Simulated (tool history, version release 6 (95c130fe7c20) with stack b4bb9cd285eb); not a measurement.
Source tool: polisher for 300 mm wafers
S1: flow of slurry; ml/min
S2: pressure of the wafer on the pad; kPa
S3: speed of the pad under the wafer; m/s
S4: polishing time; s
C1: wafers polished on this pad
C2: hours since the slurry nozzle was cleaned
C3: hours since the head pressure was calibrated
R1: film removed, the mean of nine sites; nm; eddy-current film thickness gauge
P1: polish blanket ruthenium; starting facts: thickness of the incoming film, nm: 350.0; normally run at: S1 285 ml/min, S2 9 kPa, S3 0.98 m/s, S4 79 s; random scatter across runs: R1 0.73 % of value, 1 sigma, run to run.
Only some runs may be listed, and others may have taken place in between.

run 1 day=0.538 | S1=285 S2=9 S3=0.98 S4=79 | C1=699 C2=199.2 C3=339.2 | R1=58.239
run 2 day=1.042 | S1=170 S2=9 S3=0.98 S4=79 | C1=787 C2=211.3 C3=351.3 | R1=54.875
run 3 day=1.525 | S1=285 S2=9 S3=0.98 S4=79 | C1=871 C2=222.9 C3=362.9 | R1=58.696
run 4 day=2.025 | S1=285 S2=13.1 S3=0.98 S4=79 | C1=957 C2=234.9 C3=374.9 | R1=84.394
-- day=2.275 worn pad replaced by a new one
run 5 day=2.471 | S1=285 S2=6.2 S3=0.98 S4=79 | C1=34 C2=245.6 C3=385.6 | R1=40.115
run 6 day=3.029 | S1=285 S2=13.8 S3=0.98 S4=119 | C1=131 C2=259 C3=399 | R1=133.86
run 7 day=3.462 | S1=285 S2=9 S3=0.98 S4=79 | C1=206 C2=269.4 C3=409.4 | R1=58.06
run 8 day=3.812 | S1=285 S2=9 S3=0.98 S4=79 | C1=266 C2=277.8 C3=417.8 | R1=58.509
run 9 day=4.158 | S1=285 S2=9 S3=0.98 S4=79 | C1=326 C2=286.1 C3=426.1 | R1=57.653
run 10 day=4.538 | S1=445 S2=9 S3=0.98 S4=79 | C1=392 C2=295.2 C3=435.2 | R1=60.395
run 11 day=5.125 | S1=285 S2=9 S3=0.98 S4=79 | C1=494 C2=309.3 C3=449.3 | R1=58.713
run 12 day=5.55 | S1=285 S2=9 S3=1.44 S4=79 | C1=567 C2=319.5 C3=459.5 | R1=86.183
run 13 day=6.083 | S1=285 S2=9 S3=0.98 S4=36 | C1=660 C2=332.3 C3=472.3 | R1=26.803
run 14 day=6.483 | S1=285 S2=9 S3=0.52 S4=79 | C1=729 C2=341.9 C3=481.9 | R1=30.941
run 15 day=6.825 | S1=285 S2=9 S3=0.98 S4=114 | C1=788 C2=350.1 C3=490.1 | R1=83.955
run 16 day=7.412 | S1=285 S2=9 S3=0.98 S4=79 | C1=890 C2=364.2 C3=504.2 | R1=58.773
run 17 day=8 | S1=285 S2=9 S3=0.98 S4=79 | C1=992 C2=378.3 C3=518.3 | R1=56.463
run 18 day=8.283 | S1=285 S2=9 S3=0.98 S4=79 | C1=1041 C2=385.1 C3=525.1 | R1=57.155
run 19 day=8.829 | S1=285 S2=9 S3=0.98 S4=79 | C1=1135 C2=398.2 C3=538.2 | R1=56.048
run 20 day=9.225 | S1=285 S2=9 S3=0.98 S4=79 | C1=1204 C2=407.7 C3=547.7 | R1=55.394

Run 21 is up next; what results do you expect?
-- day=9.325 worn pad replaced by a new one
run 21 day=9.779 | S1=285 S2=9 S3=0.98 S4=79 | C1=79 C2=421 C3=561 | R1=?

R1: 55.393 nm

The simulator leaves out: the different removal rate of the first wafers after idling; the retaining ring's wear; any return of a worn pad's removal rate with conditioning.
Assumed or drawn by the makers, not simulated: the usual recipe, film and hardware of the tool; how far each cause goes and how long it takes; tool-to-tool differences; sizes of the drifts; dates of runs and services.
